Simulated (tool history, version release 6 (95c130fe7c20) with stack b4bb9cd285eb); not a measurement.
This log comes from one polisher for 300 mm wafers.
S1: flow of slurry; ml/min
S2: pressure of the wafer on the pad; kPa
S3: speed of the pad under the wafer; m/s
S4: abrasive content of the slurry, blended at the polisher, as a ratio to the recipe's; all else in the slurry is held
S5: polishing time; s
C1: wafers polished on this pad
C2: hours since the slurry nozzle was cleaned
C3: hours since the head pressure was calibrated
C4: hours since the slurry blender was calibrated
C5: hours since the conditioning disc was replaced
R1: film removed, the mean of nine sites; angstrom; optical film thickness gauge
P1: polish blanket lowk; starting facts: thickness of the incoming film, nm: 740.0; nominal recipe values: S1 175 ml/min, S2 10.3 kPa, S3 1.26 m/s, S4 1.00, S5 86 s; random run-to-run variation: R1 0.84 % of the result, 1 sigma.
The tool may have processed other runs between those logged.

run,hour,S1,S2,S3,S4,S5,C1,C2,C3,C4,C5,R1
1,4.1,175,10.3,1.26,1.00,86,529,273.2,511.9,50.3,181.4,359.00
2,7.4,175,10.3,1.26,0.50,86,572,276.5,515.2,53.6,184.7,246.25
3,10.8,175,10.3,1.26,1.00,42,617,279.9,518.6,57.0,188.1,172.70
4,14.0,175,10.3,1.26,1.45,86,658,283.1,521.8,60.2,191.3,421.75
5,18.9,245,10.3,1.26,0.55,86,722,288.0,526.7,65.1,196.2,272.37
6,24.5,175,10.3,1.26,1.00,86,795,293.6,532.3,70.7,201.8,360.43
7,27.4,175,10.3,1.26,1.00,124,833,296.5,535.2,73.6,204.7,519.00
8,30.5,175,4.8,1.26,1.00,86,874,299.6,538.3,76.7,207.8,165.88
9,36.5,175,10.3,1.26,1.00,86,952,305.6,544.3,82.7,213.8,359.86
10,42.7,175,10.3,1.26,1.00,86,1033,311.8,550.5,88.9,220.0,362.72
11,47.7,175,10.3,0.56,1.00,86,1098,316.8,555.5,93.9,225.0,185.37
12,51.0,175,10.3,1.60,1.00,86,1141,320.1,558.8,97.2,228.3,435.64
13,57.3,175,10.3,1.26,1.00,86,1223,326.4,565.1,103.5,234.6,353.40
14,62.3,175,15.2,1.26,1.00,86,1288,331.4,570.1,108.5,239.6,524.87
15,66.3,105,10.3,1.26,1.00,86,1341,335.4,574.1,112.5,243.6,327.67
16,69.1,105,10.3,1.26,1.45,86,1377,338.2,576.9,115.3,246.4,376.88
17,72.8,265,10.3,1.26,1.00,86,1425,341.9,580.6,119.0,250.1,374.82
18,77.0,175,10.3,1.26,1.00,86,1480,346.1,584.8,123.2,254.3,349.10
19,79.7,175,10.3,1.26,1.00,86,1515,348.8,587.5,125.9,257.0,351.53
20,84.6,175,10.3,1.26,1.00,86,1579,353.7,592.4,130.8,261.9,344.95
21,88.3,175,10.3,1.26,1.00,86,1628,357.4,596.1,134.5,265.6,345.05
22,92.4,175,10.3,1.26,1.00,86,1681,361.5,600.2,138.6,269.7,336.00
23,97.3,175,10.3,1.26,1.00,86,1745,366.4,605.1,143.5,274.6,335.86
# hour 101.1: slurry blender recalibrated
# hour 101.3: worn pad replaced by a new one
24,101.4,175,10.3,1.26,1.00,86,1,370.5,609.2,0.4,278.7,326.59
25,107.7,175,10.3,1.26,1.00,86,83,376.8,615.5,6.7,285.0,329.67
# hour 109.0: conditioning disc replaced and pad reconditioned
26,113.8,175,10.3,1.26,1.00,86,163,382.9,621.6,12.8,4.8,323.02
27,117.7,175,10.3,1.26,1.00,86,214,386.8,625.5,16.7,8.7,328.00
28,122.2,175,10.3,1.26,1.00,86,272,391.3,630.0,21.2,13.2,325.94
29,126.7,175,10.3,1.26,1.00,86,331,395.8,634.5,25.7,17.7,323.79

Compared with where it was, what P1 gives has crept away. Each cause listed below fits the log as well as the rest, at the size given for it:
A: head's pressure below its setpoint, % = 9
B: slurry flow missing at the pad, % = 39.3
The drift started at roughly hour 77.0.
Every other cause this tool's parts could produce, and why it does not fit the log:
removal rate lost through wear of the pad, %: serviced at hour 101.3, after the drift had started, without restoring the earlier output
abrasive missing from the slurry, %: serviced at hour 101.1, after the drift had started, without restoring the earlier output
time polished since the conditioner stopped cutting, s: serviced at hour 109.0, after the drift had started, without restoring the earlier output

Which of the 4 check runs listed below, each an average over 2 wafers with its results shown as question marks, gives clearly different results under the different listed causes?
check 1,131.2,175,13.8,1.26,0.55,86,,,,,,?
check 2,131.2,175,10.3,1.26,0.50,46,,,,,,?
check 3,131.2,175,7.6,0.56,1.00,86,,,,,,?
check 4,131.2,105,10.3,1.26,1.00,118,,,,,,?

Outcome of each check run for each possible cause:
check,result,if A,if B
check 1,R1,315.89,315.86
check 2,R1,119.52,119.51
check 3,R1,124.59,124.57
check 4,R1,404.68,383.43
Separation of the two closest causes in each check, using whichever result separates them best: check 1 0.01 %; check 2 0.01 %; check 3 0.01 %; check 4 5.39 %
Only in check 4 would the causes give clearly different results; in the remaining checks their results would be nearly the same.

Check 4 was carried out, with these results: R1 387.36 angstrom. Which of the listed causes is responsible?

The correct cause is B, namely: slurry flow missing at the pad, %.
